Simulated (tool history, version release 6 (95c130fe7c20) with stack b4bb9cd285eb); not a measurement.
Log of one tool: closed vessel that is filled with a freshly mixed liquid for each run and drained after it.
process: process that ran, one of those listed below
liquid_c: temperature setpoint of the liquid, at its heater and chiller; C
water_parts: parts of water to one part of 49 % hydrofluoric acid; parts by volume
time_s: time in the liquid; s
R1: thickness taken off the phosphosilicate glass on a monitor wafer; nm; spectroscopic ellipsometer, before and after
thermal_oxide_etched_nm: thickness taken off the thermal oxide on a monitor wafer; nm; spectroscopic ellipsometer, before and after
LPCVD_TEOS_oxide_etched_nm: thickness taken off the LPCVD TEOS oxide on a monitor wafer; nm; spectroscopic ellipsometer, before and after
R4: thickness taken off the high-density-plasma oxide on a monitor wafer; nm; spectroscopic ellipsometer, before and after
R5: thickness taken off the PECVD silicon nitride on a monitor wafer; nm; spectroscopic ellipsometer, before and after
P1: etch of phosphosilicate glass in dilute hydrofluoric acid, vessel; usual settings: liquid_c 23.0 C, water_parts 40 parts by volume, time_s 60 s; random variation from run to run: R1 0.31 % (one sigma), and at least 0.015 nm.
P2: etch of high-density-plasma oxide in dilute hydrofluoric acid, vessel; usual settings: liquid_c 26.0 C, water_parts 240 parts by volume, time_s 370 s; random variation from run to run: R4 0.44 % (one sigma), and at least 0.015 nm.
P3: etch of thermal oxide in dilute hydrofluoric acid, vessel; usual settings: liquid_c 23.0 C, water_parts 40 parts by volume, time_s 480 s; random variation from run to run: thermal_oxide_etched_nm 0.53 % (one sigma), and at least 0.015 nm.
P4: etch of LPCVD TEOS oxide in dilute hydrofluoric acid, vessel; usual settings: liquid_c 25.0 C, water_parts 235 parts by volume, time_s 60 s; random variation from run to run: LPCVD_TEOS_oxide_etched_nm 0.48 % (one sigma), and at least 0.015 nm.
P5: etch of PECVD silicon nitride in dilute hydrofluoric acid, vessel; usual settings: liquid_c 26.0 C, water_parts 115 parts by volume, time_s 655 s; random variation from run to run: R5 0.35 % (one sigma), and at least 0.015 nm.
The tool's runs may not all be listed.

Run 1, hour 5.9: process P1, liquid_c 23.0 C, water_parts 40 parts by volume, time_s 60 s. Result: R1 90.722 nm.
Run 2, hour 16.9: process P3, liquid_c 23.0 C, water_parts 40 parts by volume, time_s 480 s. Result: thermal_oxide_etched_nm 57.3720 nm.
Run 3, hour 24.7: process P1, liquid_c 23.0 C, water_parts 40 parts by volume, time_s 60 s. Result: R1 90.795 nm.
Run 4, hour 35.2: process P1, liquid_c 17.0 C, water_parts 40 parts by volume, time_s 60 s. Result: R1 70.463 nm.
Run 5, hour 41.9: process P4, liquid_c 25.0 C, water_parts 235 parts by volume, time_s 60 s. Result: LPCVD_TEOS_oxide_etched_nm 4.4016 nm.
Run 6, hour 52.9: process P3, liquid_c 23.0 C, water_parts 20 parts by volume, time_s 480 s. Result: thermal_oxide_etched_nm 117.9300 nm.
Run 7, hour 62.8: process P1, liquid_c 27.5 C, water_parts 40 parts by volume, time_s 60 s. Result: R1 108.700 nm.
Run 8, hour 69.2: process P3, liquid_c 19.0 C, water_parts 40 parts by volume, time_s 480 s. Result: thermal_oxide_etched_nm 48.1660 nm.
Run 9, hour 77.3: process P1, liquid_c 23.0 C, water_parts 40 parts by volume, time_s 60 s. Result: R1 91.332 nm.
Run 10, hour 84.9: process P2, liquid_c 26.0 C, water_parts 240 parts by volume, time_s 370 s. Result: R4 16.279 nm.
Run 11, hour 94.8: process P5, liquid_c 26.0 C, water_parts 115 parts by volume, time_s 655 s. Result: R5 35.522 nm.
Run 12, hour 105.9: process P1, liquid_c 27.0 C, water_parts 25 parts by volume, time_s 60 s. Result: R1 174.800 nm.
Run 13, hour 111.7: process P4, liquid_c 31.0 C, water_parts 235 parts by volume, time_s 60 s. Result: LPCVD_TEOS_oxide_etched_nm 5.4618 nm.
Run 14, hour 122.8: process P1, liquid_c 23.0 C, water_parts 40 parts by volume, time_s 60 s. Result: R1 90.937 nm.
Run 15, hour 132.3: process P2, liquid_c 22.5 C, water_parts 240 parts by volume, time_s 370 s. Result: R4 14.141 nm.
Run 16, hour 142.8: process P1, liquid_c 23.0 C, water_parts 20 parts by volume, time_s 60 s. Result: R1 185.700 nm.
Run 17, hour 148.8: process P2, liquid_c 26.0 C, water_parts 240 parts by volume, time_s 370 s. Result: R4 16.037 nm.
Run 18, hour 158.0: process P5, liquid_c 26.0 C, water_parts 115 parts by volume, time_s 655 s. Result: R5 35.432 nm.
Run 19, hour 166.1: process P1, liquid_c 23.0 C, water_parts 40 parts by volume, time_s 105 s. Result: R1 158.240 nm.
Run 20, hour 174.8: process P5, liquid_c 26.0 C, water_parts 205 parts by volume, time_s 655 s. Result: R5 19.940 nm.
Run 21, hour 183.0: process P2, liquid_c 26.0 C, water_parts 240 parts by volume, time_s 685 s. Result: R4 29.733 nm.
Run 22, hour 189.0: process P4, liquid_c 25.0 C, water_parts 35 parts by volume, time_s 60 s. Result: LPCVD_TEOS_oxide_etched_nm 37.7220 nm.
Run 23, hour 195.0: process P1, liquid_c 23.0 C, water_parts 40 parts by volume, time_s 30 s. Result: R1 45.223 nm.
Run 24, hour 203.3: process P5, liquid_c 26.0 C, water_parts 115 parts by volume, time_s 1090 s. Result: R5 59.083 nm.
Run 25, hour 209.4: process P5, liquid_c 21.5 C, water_parts 115 parts by volume, time_s 655 s. Result: R5 26.485 nm.
Run 26, hour 220.8: process P4, liquid_c 25.0 C, water_parts 235 parts by volume, time_s 95 s. Result: LPCVD_TEOS_oxide_etched_nm 6.8935 nm.
Run 27, hour 228.6: process P2, liquid_c 26.0 C, water_parts 60 parts by volume, time_s 370 s. Result: R4 80.580 nm.
Run 28, hour 235.2: process P1, liquid_c 23.0 C, water_parts 70 parts by volume, time_s 60 s. Result: R1 50.148 nm.
Run 29, hour 247.0: process P3, liquid_c 23.0 C, water_parts 40 parts by volume, time_s 30 s. Result: thermal_oxide_etched_nm 3.5542 nm.
Run 30, hour 252.6: process P1, liquid_c 23.0 C, water_parts 40 parts by volume, time_s 60 s. Result: R1 91.224 nm.
Run 31, hour 260.1: process P1, liquid_c 23.0 C, water_parts 40 parts by volume, time_s 60 s. Result: R1 90.593 nm.
Run 32, hour 265.7: process P1, liquid_c 23.0 C, water_parts 40 parts by volume, time_s 60 s. Result: R1 92.592 nm.
Run 33, hour 272.0: process P1, liquid_c 23.0 C, water_parts 40 parts by volume, time_s 60 s. Result: R1 94.432 nm.
Run 34, hour 281.2: process P1, liquid_c 23.0 C, water_parts 40 parts by volume, time_s 60 s. Result: R1 95.377 nm.
Run 35, hour 291.7: process P1, liquid_c 23.0 C, water_parts 40 parts by volume, time_s 60 s. Result: R1 96.325 nm.
Run 36, hour 298.6: process P1, liquid_c 23.0 C, water_parts 40 parts by volume, time_s 60 s. Result: R1 96.050 nm.
Run 37, hour 307.1: process P1, liquid_c 23.0 C, water_parts 40 parts by volume, time_s 60 s. Result: R1 96.576 nm.
Run 38, hour 313.3: process P1, liquid_c 23.0 C, water_parts 40 parts by volume, time_s 60 s. Result: R1 96.190 nm.

What P1 gives has crept away from where it was. These 2 causes fit the log equally well, each at the size given:
A: liquid hotter than its thermometer reads (K) = 1.53
B: hydrofluoric acid flow above the setpoint (%) = 6.2
The creep began at about hour 260.1.

4 check runs are offered, one wafer each, their results left as question marks. Which one tells the causes apart?
Run check 1, hour 319.5: process P3, liquid_c 23.0 C, water_parts 20 parts by volume, time_s 225 s. Result: thermal_oxide_etched_nm ?.
Run check 2, hour 319.5: process P5, liquid_c 22.5 C, water_parts 175 parts by volume, time_s 655 s. Result: R5 ?.
Run check 3, hour 319.5: process P4, liquid_c 25.0 C, water_parts 50 parts by volume, time_s 85 s. Result: LPCVD_TEOS_oxide_etched_nm ?.
Run check 4, hour 319.5: process P2, liquid_c 26.0 C, water_parts 115 parts by volume, time_s 680 s. Result: R4 ?.

What each check would give under each cause:
  check                      result     if A     if B
check 1     thermal_oxide_etched_nm  58.7660  58.5980
check 2                          R5   20.562   19.772
check 3  LPCVD_TEOS_oxide_etched_nm  38.8270  38.9070
check 4                          R4   75.736   76.512
How far apart the two closest causes lie, in the result that separates them most: check 1 0.29 %; check 2 3.92 %; check 3 0.21 %; check 4 1.02 %
Check 2 tells the causes apart: in the others they would give nearly the same result.

Check 2 was then run and gave: R5 20.664 nm. Which cause is it?

It is A: liquid hotter than its thermometer reads (K).
